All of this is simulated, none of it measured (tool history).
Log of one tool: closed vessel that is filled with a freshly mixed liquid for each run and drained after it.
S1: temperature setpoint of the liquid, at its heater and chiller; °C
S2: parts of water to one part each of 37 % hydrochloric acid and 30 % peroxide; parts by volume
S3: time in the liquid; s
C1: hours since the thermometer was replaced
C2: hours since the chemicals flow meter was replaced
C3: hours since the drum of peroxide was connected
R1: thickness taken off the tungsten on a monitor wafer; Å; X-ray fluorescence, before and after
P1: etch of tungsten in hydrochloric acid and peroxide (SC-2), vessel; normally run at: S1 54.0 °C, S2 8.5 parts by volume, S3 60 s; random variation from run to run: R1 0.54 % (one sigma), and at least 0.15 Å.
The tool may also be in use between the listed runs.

run 1 hour=7.6 | S1=54.0 S2=8.5 S3=60 | C1=305.2 C2=1579.6 C3=214.6 | R1=161.760
run 2 hour=15.0 | S1=54.0 S2=5.5 S3=35 | C1=312.6 C2=1587.0 C3=222.0 | R1=134.150
run 3 hour=19.9 | S1=64.0 S2=8.5 S3=30 | C1=317.5 C2=1591.9 C3=226.9 | R1=153.640
run 4 hour=24.9 | S1=54.0 S2=8.5 S3=110 | C1=322.5 C2=1596.9 C3=231.9 | R1=299.800
run 5 hour=32.5 | S1=54.0 S2=4.0 S3=60 | C1=330.1 C2=1604.5 C3=239.5 | R1=287.180
run 6 hour=39.9 | S1=37.5 S2=8.5 S3=60 | C1=337.5 C2=1611.9 C3=246.9 | R1=53.431
run 7 hour=44.3 | S1=54.0 S2=8.5 S3=60 | C1=341.9 C2=1616.3 C3=251.3 | R1=163.690
run 8 hour=49.6 | S1=54.0 S2=8.5 S3=30 | C1=347.2 C2=1621.6 C3=256.6 | R1=81.850
-- hour=49.9 new drum of peroxide connected
run 9 hour=55.7 | S1=54.0 S2=8.5 S3=60 | C1=353.3 C2=1627.7 C3=5.8 | R1=163.210
run 10 hour=60.1 | S1=54.0 S2=14.0 S3=60 | C1=357.7 C2=1632.1 C3=10.2 | R1=107.840
run 11 hour=63.7 | S1=67.5 S2=8.5 S3=30 | C1=361.3 C2=1635.7 C3=13.8 | R1=189.740
run 12 hour=69.0 | S1=54.0 S2=8.5 S3=60 | C1=366.6 C2=1641.0 C3=19.1 | R1=163.340
-- hour=74.6 chemicals flow meter replaced
run 13 hour=75.9 | S1=68.5 S2=8.5 S3=60 | C1=373.5 C2=1.3 C3=26.0 | R1=402.590
run 14 hour=79.5 | S1=54.0 S2=8.5 S3=60 | C1=377.1 C2=4.9 C3=29.6 | R1=162.710
run 15 hour=83.8 | S1=54.0 S2=8.5 S3=60 | C1=381.4 C2=9.2 C3=33.9 | R1=164.790
run 16 hour=89.8 | S1=54.0 S2=8.5 S3=60 | C1=387.4 C2=15.2 C3=39.9 | R1=165.700
run 17 hour=97.0 | S1=54.0 S2=8.5 S3=60 | C1=394.6 C2=22.4 C3=47.1 | R1=158.120
run 18 hour=103.6 | S1=54.0 S2=8.5 S3=60 | C1=401.2 C2=29.0 C3=53.7 | R1=155.170
run 19 hour=108.8 | S1=54.0 S2=8.5 S3=60 | C1=406.4 C2=34.2 C3=58.9 | R1=154.040

Forecast run 20:
run 20 hour=113.0 | S1=54.0 S2=8.5 S3=60 | C1=410.6 C2=38.4 C3=63.1 | R1=?

R1: 154.080 Å
